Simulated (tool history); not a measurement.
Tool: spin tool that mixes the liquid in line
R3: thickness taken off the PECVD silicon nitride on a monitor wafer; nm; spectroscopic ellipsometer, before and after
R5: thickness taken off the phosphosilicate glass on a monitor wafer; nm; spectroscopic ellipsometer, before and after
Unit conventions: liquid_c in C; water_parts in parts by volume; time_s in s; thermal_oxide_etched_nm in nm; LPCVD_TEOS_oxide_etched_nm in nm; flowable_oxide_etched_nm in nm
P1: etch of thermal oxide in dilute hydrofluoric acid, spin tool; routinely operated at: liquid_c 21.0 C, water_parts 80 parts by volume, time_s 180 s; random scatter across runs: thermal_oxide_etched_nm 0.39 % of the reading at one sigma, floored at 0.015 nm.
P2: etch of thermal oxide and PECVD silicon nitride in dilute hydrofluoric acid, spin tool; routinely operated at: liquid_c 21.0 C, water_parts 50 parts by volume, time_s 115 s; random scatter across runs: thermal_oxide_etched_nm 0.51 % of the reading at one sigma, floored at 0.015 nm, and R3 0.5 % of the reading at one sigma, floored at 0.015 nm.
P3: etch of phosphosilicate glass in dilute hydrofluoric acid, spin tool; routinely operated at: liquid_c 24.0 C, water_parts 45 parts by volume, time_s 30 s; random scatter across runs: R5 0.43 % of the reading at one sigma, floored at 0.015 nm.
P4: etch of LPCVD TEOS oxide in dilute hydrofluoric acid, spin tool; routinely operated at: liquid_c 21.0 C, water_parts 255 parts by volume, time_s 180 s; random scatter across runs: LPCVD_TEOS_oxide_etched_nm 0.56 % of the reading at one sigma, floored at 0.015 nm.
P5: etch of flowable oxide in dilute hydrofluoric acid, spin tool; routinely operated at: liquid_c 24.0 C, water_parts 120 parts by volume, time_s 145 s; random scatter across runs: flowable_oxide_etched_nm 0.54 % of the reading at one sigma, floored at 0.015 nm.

run 1 hour=3.0 | process=P1 liquid_c=21.0 water_parts=80 time_s=180 | thermal_oxide_etched_nm=9.8177
run 2 hour=5.4 | process=P1 liquid_c=21.0 water_parts=80 time_s=180 | thermal_oxide_etched_nm=9.8785
run 3 hour=8.2 | process=P1 liquid_c=27.5 water_parts=80 time_s=30 | thermal_oxide_etched_nm=2.0851
run 4 hour=10.8 | process=P1 liquid_c=21.0 water_parts=45 time_s=180 | thermal_oxide_etched_nm=18.1350
run 5 hour=12.8 | process=P4 liquid_c=21.0 water_parts=255 time_s=180 | LPCVD_TEOS_oxide_etched_nm=19.1150
run 6 hour=16.9 | process=P1 liquid_c=21.0 water_parts=80 time_s=50 | thermal_oxide_etched_nm=2.7116
run 7 hour=20.8 | process=P1 liquid_c=21.0 water_parts=80 time_s=180 | thermal_oxide_etched_nm=9.8003
run 8 hour=23.0 | process=P2 liquid_c=17.0 water_parts=50 time_s=115 | thermal_oxide_etched_nm=8.4609 R3=7.5376
run 9 hour=26.9 | process=P1 liquid_c=21.0 water_parts=80 time_s=270 | thermal_oxide_etched_nm=14.7290
run 10 hour=30.3 | process=P5 liquid_c=24.0 water_parts=120 time_s=145 | flowable_oxide_etched_nm=48.378
run 11 hour=34.3 | process=P4 liquid_c=26.5 water_parts=255 time_s=180 | LPCVD_TEOS_oxide_etched_nm=23.6500
run 12 hour=36.9 | process=P2 liquid_c=21.0 water_parts=50 time_s=115 | thermal_oxide_etched_nm=10.1620 R3=9.9365
run 13 hour=41.0 | process=P1 liquid_c=17.0 water_parts=80 time_s=315 | thermal_oxide_etched_nm=14.4610
run 14 hour=44.9 | process=P2 liquid_c=21.0 water_parts=50 time_s=175 | thermal_oxide_etched_nm=15.1330 R3=15.0650
run 15 hour=49.0 | process=P1 liquid_c=21.0 water_parts=145 time_s=180 | thermal_oxide_etched_nm=4.9908
-- hour=51.6 hydrofluoric acid flow meter replaced
run 16 hour=51.6 | process=P1 liquid_c=29.0 water_parts=80 time_s=180 | thermal_oxide_etched_nm=13.4750
run 17 hour=54.1 | process=P3 liquid_c=24.0 water_parts=45 time_s=30 | R5=84.289
run 18 hour=56.3 | process=P3 liquid_c=17.5 water_parts=45 time_s=30 | R5=64.164
run 19 hour=58.8 | process=P1 liquid_c=17.0 water_parts=80 time_s=180 | thermal_oxide_etched_nm=8.3088
run 20 hour=62.7 | process=P2 liquid_c=21.0 water_parts=20 time_s=115 | thermal_oxide_etched_nm=26.2250 R3=24.0590
run 21 hour=65.8 | process=P1 liquid_c=21.0 water_parts=80 time_s=180 | thermal_oxide_etched_nm=9.8704
run 22 hour=68.5 | process=P3 liquid_c=24.0 water_parts=45 time_s=30 | R5=83.617
run 23 hour=72.5 | process=P5 liquid_c=24.0 water_parts=200 time_s=145 | flowable_oxide_etched_nm=26.481
run 24 hour=76.0 | process=P4 liquid_c=21.0 water_parts=255 time_s=180 | LPCVD_TEOS_oxide_etched_nm=19.3140
run 25 hour=78.4 | process=P1 liquid_c=17.0 water_parts=80 time_s=25 | thermal_oxide_etched_nm=1.1312
run 26 hour=81.1 | process=P3 liquid_c=24.0 water_parts=45 time_s=15 | R5=42.311
run 27 hour=85.1 | process=P3 liquid_c=24.0 water_parts=70 time_s=30 | R5=52.655
run 28 hour=87.1 | process=P4 liquid_c=21.0 water_parts=135 time_s=180 | LPCVD_TEOS_oxide_etched_nm=41.2080
run 29 hour=90.7 | process=P5 liquid_c=24.0 water_parts=120 time_s=270 | flowable_oxide_etched_nm=90.177
run 30 hour=94.1 | process=P4 liquid_c=21.0 water_parts=255 time_s=15 | LPCVD_TEOS_oxide_etched_nm=1.6046
run 31 hour=96.5 | process=P1 liquid_c=21.0 water_parts=80 time_s=180 | thermal_oxide_etched_nm=9.7670
run 32 hour=100.1 | process=P5 liquid_c=18.0 water_parts=120 time_s=145 | flowable_oxide_etched_nm=37.992
run 33 hour=102.3 | process=P1 liquid_c=21.0 water_parts=80 time_s=180 | thermal_oxide_etched_nm=9.8298
run 34 hour=106.2 | process=P1 liquid_c=21.0 water_parts=80 time_s=180 | thermal_oxide_etched_nm=9.8197
run 35 hour=109.3 | process=P1 liquid_c=21.0 water_parts=80 time_s=180 | thermal_oxide_etched_nm=10.0190
run 36 hour=112.3 | process=P1 liquid_c=21.0 water_parts=80 time_s=180 | thermal_oxide_etched_nm=10.1780
run 37 hour=115.7 | process=P1 liquid_c=21.0 water_parts=80 time_s=180 | thermal_oxide_etched_nm=10.2450
run 38 hour=118.9 | process=P1 liquid_c=21.0 water_parts=80 time_s=180 | thermal_oxide_etched_nm=10.3280
run 39 hour=121.5 | process=P1 liquid_c=21.0 water_parts=80 time_s=180 | thermal_oxide_etched_nm=10.2640
run 40 hour=124.7 | process=P1 liquid_c=21.0 water_parts=80 time_s=180 | thermal_oxide_etched_nm=10.3600
run 41 hour=128.4 | process=P1 liquid_c=21.0 water_parts=80 time_s=180 | thermal_oxide_etched_nm=10.3480
run 42 hour=132.7 | process=P1 liquid_c=21.0 water_parts=80 time_s=180 | thermal_oxide_etched_nm=10.3820
run 43 hour=134.6 | process=P1 liquid_c=21.0 water_parts=80 time_s=180 | thermal_oxide_etched_nm=10.2910
run 44 hour=136.9 | process=P1 liquid_c=21.0 water_parts=80 time_s=180 | thermal_oxide_etched_nm=10.4240

What P1 gives has crept off from where it sat before. The 2 causes that follow fit the log equally well, each at the size noted:
A: hydrofluoric acid flow above the setpoint (%) = 5.4
B: liquid hotter than its thermometer reads (K) = 1.41
Onset of the creep was near hour 106.2.

Consider the 4 single-wafer check runs listed below, results given as question marks: which one distinguishes between the causes by giving clearly different results for each?
run check 1 hour=139.2 | process=P2 liquid_c=21.0 water_parts=50 time_s=115 | thermal_oxide_etched_nm=? R3=?
run check 2 hour=139.2 | process=P5 liquid_c=24.0 water_parts=120 time_s=145 | flowable_oxide_etched_nm=?
run check 3 hour=139.2 | process=P4 liquid_c=21.0 water_parts=255 time_s=180 | LPCVD_TEOS_oxide_etched_nm=?
run check 4 hour=139.2 | process=P3 liquid_c=24.0 water_parts=45 time_s=30 | R5=?

Expected result of each check under each candidate cause:
check=check_1 result=thermal_oxide_etched_nm if_A=10.5910 if_B=10.6270
check=check_1 result=R3 if_A=10.4980 if_B=10.9880
check=check_2 result=flowable_oxide_etched_nm if_A=51.386 if_B=51.116
check=check_3 result=LPCVD_TEOS_oxide_etched_nm if_A=20.6560 if_B=20.3820
check=check_4 result=R5 if_A=89.334 if_B=89.527
Gap, in per cent, between the two causes that each check separates least, read from the result that separates them most: check 1 4.56 %; check 2 0.53 %; check 3 1.33 %; check 4 0.22 %
Check 1 tells the causes apart: in the others they would give nearly the same result.

After running check 1, the following was obtained: thermal_oxide_etched_nm 10.5560 nm; R3 10.5480 nm. Which cause does this point to?

A is the cause: hydrofluoric acid flow above the setpoint (%).

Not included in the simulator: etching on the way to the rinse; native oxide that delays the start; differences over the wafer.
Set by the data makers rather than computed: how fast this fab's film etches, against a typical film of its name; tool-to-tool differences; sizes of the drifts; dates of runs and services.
